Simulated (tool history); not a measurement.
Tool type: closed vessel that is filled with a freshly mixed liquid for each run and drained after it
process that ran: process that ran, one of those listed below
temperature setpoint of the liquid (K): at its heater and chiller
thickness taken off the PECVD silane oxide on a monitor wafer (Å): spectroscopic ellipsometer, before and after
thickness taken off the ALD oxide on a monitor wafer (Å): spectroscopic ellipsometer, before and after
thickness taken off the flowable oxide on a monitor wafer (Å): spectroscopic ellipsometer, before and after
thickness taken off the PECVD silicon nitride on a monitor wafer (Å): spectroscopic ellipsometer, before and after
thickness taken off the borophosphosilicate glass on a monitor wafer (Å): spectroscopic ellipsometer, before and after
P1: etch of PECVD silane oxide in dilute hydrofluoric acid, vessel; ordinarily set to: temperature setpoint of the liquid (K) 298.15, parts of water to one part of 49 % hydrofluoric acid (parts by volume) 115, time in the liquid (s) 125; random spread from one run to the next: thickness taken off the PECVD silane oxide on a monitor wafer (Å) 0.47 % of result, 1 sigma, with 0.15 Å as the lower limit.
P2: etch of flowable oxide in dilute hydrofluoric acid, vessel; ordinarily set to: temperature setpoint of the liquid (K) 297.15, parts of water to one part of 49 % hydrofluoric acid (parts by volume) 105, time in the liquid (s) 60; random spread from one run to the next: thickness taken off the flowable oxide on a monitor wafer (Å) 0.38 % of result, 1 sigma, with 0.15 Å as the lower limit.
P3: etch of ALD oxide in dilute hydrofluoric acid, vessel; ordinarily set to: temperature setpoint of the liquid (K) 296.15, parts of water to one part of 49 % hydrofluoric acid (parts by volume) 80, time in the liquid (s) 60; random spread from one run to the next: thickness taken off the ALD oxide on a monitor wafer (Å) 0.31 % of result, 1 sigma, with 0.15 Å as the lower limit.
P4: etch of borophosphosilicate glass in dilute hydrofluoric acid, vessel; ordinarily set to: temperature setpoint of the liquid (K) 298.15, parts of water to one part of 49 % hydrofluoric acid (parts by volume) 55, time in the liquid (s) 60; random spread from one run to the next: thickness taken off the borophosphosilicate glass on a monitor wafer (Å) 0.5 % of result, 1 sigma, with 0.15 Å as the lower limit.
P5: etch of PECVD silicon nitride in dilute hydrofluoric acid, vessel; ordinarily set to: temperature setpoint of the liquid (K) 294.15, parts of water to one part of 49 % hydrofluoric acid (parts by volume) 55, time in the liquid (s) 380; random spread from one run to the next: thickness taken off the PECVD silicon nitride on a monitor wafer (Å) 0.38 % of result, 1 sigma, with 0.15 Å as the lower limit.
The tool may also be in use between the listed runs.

run	hour	process that ran	temperature setpoint of the liquid (K)	parts of water to one part of 49 % hydrofluoric acid (parts by volume)	time in the liquid (s)	thickness taken off the PECVD silane oxide on a monitor wafer (Å)	thickness taken off the ALD oxide on a monitor wafer (Å)	thickness taken off the flowable oxide on a monitor wafer (Å)	thickness taken off the PECVD silicon nitride on a monitor wafer (Å)	thickness taken off the borophosphosilicate glass on a monitor wafer (Å)
1	4.7	P1	298.15	115	125	420.14				
2	13.4	P1	294.15	115	125	357.25				
3	19.8	P1	298.15	45	125	1177.40				
4	29.4	P3	303.15	80	60		222.43			
5	34.0	P3	296.15	20	60		732.08			
6	40.3	P2	297.15	105	115			482.20		
7	44.6	P5	294.15	55	380				127.160	
8	51.4	P2	297.15	105	60			250.48		
9	57.2	P3	296.15	80	100		283.53			
10	66.1	P5	294.15	25	380				273.090	
11	73.3	P5	294.15	55	745				250.610	
12	78.5	P3	296.15	80	60		169.57			
13	86.5	P1	298.15	75	225	1213.60				
14	94.4	P1	298.15	115	55	182.86				
15	101.4	P1	298.15	115	250	830.91				
16	106.6	P3	296.15	80	60		169.50			
17	113.5	P1	298.15	115	125	418.67				
18	121.8	P4	298.15	95	60					362.01
19	126.1	P2	300.65	105	60			286.34		
20	131.2	P4	298.15	55	110					1202.90
21	139.3	P1	298.15	115	125	421.85				
22	148.2	P2	297.15	140	60			180.87		
23	153.5	P1	298.15	115	125	416.64				
24	162.8	P1	298.15	115	125	419.25				
25	172.5	P1	305.15	115	125	544.33				
26	179.5	P5	294.15	55	380				127.500	
27	185.2	P4	304.15	55	60					840.16
28	194.8	P5	290.15	55	380				96.205	
29	200.5	P1	298.15	115	125	421.45				
30	205.5	P1	298.15	115	125	419.40				
31	211.0	P4	298.15	55	60					656.22
32	217.6	P1	298.15	190	125	230.28				
33	222.4	P1	298.15	115	125	416.93				
34	229.7	P1	298.15	115	125	404.98				
35	237.6	P1	298.15	115	125	396.76				
36	246.8	P1	298.15	115	125	390.87				
37	254.4	P1	298.15	115	125	390.80				
38	260.0	P1	298.15	115	125	387.61				
39	269.1	P1	298.15	115	125	387.64				

P1 has crept away from where it was. The log is fitted equally well by each of these 2 causes, at the sizes shown:
A: hydrofluoric acid flow below the setpoint (%) = 6.26
B: liquid colder than its thermometer reads (K) = 1.9
The gradual shift began around hour 222.4.

Listed below are the offered check runs, one wafer per run, with question marks in place of results. For which of them would the causes give clearly different outcomes?
check 1	278.2	P2	300.65	105	60			?		
check 2	278.2	P3	300.15	80	80		?			
check 3	278.2	P4	301.15	55	60					?
check 4	278.2	P5	290.15	55	575				?	

How each check would come out, cause by cause:
check	result	if A	if B
check 1	thickness taken off the flowable oxide on a monitor wafer (Å)	267.51	267.67
check 2	thickness taken off the ALD oxide on a monitor wafer (Å)	246.85	246.06
check 3	thickness taken off the borophosphosilicate glass on a monitor wafer (Å)	691.79	687.60
check 4	thickness taken off the PECVD silicon nitride on a monitor wafer (Å)	137.030	127.370
Gap, in per cent, between the two causes that each check separates least, read from the result that separates them most: check 1 0.06 %; check 2 0.32 %; check 3 0.61 %; check 4 7.31 %
Only in check 4 would the causes give clearly different results; in the remaining checks their results would be nearly the same.

Check 4 was then run and gave: thickness taken off the PECVD silicon nitride on a monitor wafer (Å) 127.840. Which cause is it?

B is the cause: liquid colder than its thermometer reads (K).
